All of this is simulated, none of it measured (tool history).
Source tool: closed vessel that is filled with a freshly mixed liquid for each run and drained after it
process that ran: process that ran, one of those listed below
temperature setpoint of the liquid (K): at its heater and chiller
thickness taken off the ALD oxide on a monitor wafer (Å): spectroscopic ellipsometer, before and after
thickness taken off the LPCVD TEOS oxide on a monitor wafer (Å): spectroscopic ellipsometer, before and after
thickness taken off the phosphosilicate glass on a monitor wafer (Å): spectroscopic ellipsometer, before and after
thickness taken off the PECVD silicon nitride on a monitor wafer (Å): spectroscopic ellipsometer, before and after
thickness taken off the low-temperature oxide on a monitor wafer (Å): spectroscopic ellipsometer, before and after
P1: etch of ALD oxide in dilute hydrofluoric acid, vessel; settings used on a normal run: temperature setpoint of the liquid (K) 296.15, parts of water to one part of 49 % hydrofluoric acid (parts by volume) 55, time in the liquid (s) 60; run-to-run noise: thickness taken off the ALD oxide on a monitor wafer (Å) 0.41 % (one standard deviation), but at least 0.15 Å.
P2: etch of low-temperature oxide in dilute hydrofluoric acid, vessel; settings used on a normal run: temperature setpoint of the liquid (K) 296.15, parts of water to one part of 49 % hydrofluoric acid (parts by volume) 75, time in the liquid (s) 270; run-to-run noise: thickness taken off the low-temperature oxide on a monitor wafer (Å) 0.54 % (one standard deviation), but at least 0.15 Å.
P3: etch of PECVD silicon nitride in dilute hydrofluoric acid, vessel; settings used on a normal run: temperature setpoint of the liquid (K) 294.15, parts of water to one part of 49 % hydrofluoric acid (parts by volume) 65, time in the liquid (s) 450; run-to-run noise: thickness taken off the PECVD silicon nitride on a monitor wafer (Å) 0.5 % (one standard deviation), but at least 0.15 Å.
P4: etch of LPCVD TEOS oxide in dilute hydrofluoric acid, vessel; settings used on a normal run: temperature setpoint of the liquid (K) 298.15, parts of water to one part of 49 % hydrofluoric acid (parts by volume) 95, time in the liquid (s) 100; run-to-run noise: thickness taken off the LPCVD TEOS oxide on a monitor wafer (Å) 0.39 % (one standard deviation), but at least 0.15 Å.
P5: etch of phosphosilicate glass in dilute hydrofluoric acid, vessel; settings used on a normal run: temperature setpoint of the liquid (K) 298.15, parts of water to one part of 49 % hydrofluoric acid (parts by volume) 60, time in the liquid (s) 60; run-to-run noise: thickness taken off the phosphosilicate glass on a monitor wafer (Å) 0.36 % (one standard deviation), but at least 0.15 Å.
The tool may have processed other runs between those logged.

run,day,process that ran,temperature setpoint of the liquid (K),parts of water to one part of 49 % hydrofluoric acid (parts by volume),time in the liquid (s),thickness taken off the ALD oxide on a monitor wafer (Å),thickness taken off the LPCVD TEOS oxide on a monitor wafer (Å),thickness taken off the phosphosilicate glass on a monitor wafer (Å),thickness taken off the PECVD silicon nitride on a monitor wafer (Å),thickness taken off the low-temperature oxide on a monitor wafer (Å)
1,0.288,P1,296.15,55,60,114.520,,,,
2,0.500,P4,298.15,95,100,,246.880,,,
3,0.662,P5,290.15,60,60,,,928.55,,
4,0.896,P4,290.65,95,100,,183.310,,,
5,1.208,P4,298.15,95,100,,248.740,,,
6,1.504,P1,296.15,55,30,57.819,,,,
7,1.846,P1,296.15,30,35,127.730,,,,
8,2.025,P5,298.15,60,60,,,1288.90,,
9,2.192,P3,294.15,65,450,,,,265.15,
10,2.508,P4,298.15,95,30,,74.263,,,
11,2.825,P1,296.15,55,60,114.940,,,,
12,3.025,P5,298.15,60,30,,,646.57,,
13,3.300,P1,296.15,105,60,56.948,,,,
14,3.629,P5,298.15,60,60,,,1290.50,,
15,3.967,P1,296.15,20,60,332.390,,,,
16,4.333,P1,296.15,55,60,115.850,,,,
17,4.612,P5,298.15,20,60,,,4116.20,,
18,4.812,P2,301.15,75,270,,,,,677.52
19,5.096,P2,296.15,75,90,,,,,183.43
20,5.292,P2,296.15,75,270,,,,,554.11
21,5.500,P1,301.65,55,60,144.430,,,,
22,5.667,P3,294.15,20,450,,,,833.23,
23,5.938,P1,296.15,55,60,116.040,,,,
24,6.242,P4,298.15,170,100,,127.370,,,
25,6.442,P1,301.65,55,90,216.000,,,,
26,6.779,P2,296.15,125,270,,,,,313.23
27,7.079,P1,296.15,55,60,115.140,,,,
28,7.262,P3,294.15,65,825,,,,490.34,
29,7.633,P3,294.15,65,450,,,,267.96,
30,7.975,P1,291.15,55,60,93.490,,,,
31,8.171,P3,290.15,65,450,,,,203.57,
32,8.379,P1,296.15,55,100,193.590,,,,
33,8.725,P1,296.15,55,60,115.550,,,,
34,8.888,P1,296.15,20,30,164.940,,,,
35,9.179,P2,296.15,75,270,,,,,556.40
36,9.358,P1,296.15,55,60,116.300,,,,
37,9.642,P1,296.15,55,60,111.900,,,,
38,9.962,P1,296.15,55,60,109.970,,,,
39,10.267,P1,296.15,55,60,108.480,,,,
40,10.467,P1,296.15,55,60,108.100,,,,
41,10.667,P1,296.15,55,60,108.360,,,,
42,10.992,P1,296.15,55,60,108.560,,,,
43,11.233,P1,296.15,55,60,108.010,,,,

The log shows P1 creeping away from where it was. Any of the 2 causes listed here, at the size stated for it, fits the log just as well as the others:
A: liquid colder than its thermometer reads (K) = 1.62
B: hydrofluoric acid flow below the setpoint (%) = 6.09
Creep in the process output first set in at about day 9.358.

The check runs listed below each take one wafer, and their results are still question marks. Under which run would the listed causes lead to clearly different results?
check 1,11.475,P5,292.15,60,35,,,?,,
check 2,11.475,P3,290.15,35,450,,,,?,
check 3,11.475,P2,296.15,105,270,,,,,?
check 4,11.475,P4,298.15,165,30,,?,,,

What each check would give under each cause:
check,result,if A,if B
check 1,thickness taken off the phosphosilicate glass on a monitor wafer (Å),548.70,549.81
check 2,thickness taken off the PECVD silicon nitride on a monitor wafer (Å),327.90,346.77
check 3,thickness taken off the low-temperature oxide on a monitor wafer (Å),357.93,355.83
check 4,thickness taken off the LPCVD TEOS oxide on a monitor wafer (Å),37.204,36.692
Per check, the gap between the least separated pair of causes, taken in the result that splits them most: check 1 0.2 %; check 2 5.59 %; check 3 0.59 %; check 4 1.39 %
The causes can be told apart only by check 2. The other checks would give nearly the same results under each of them.

With check 2 done, the readings were: thickness taken off the PECVD silicon nitride on a monitor wafer (Å) 346.13. Identify which of the listed causes applies.

It was cause B: hydrofluoric acid flow below the setpoint (%).
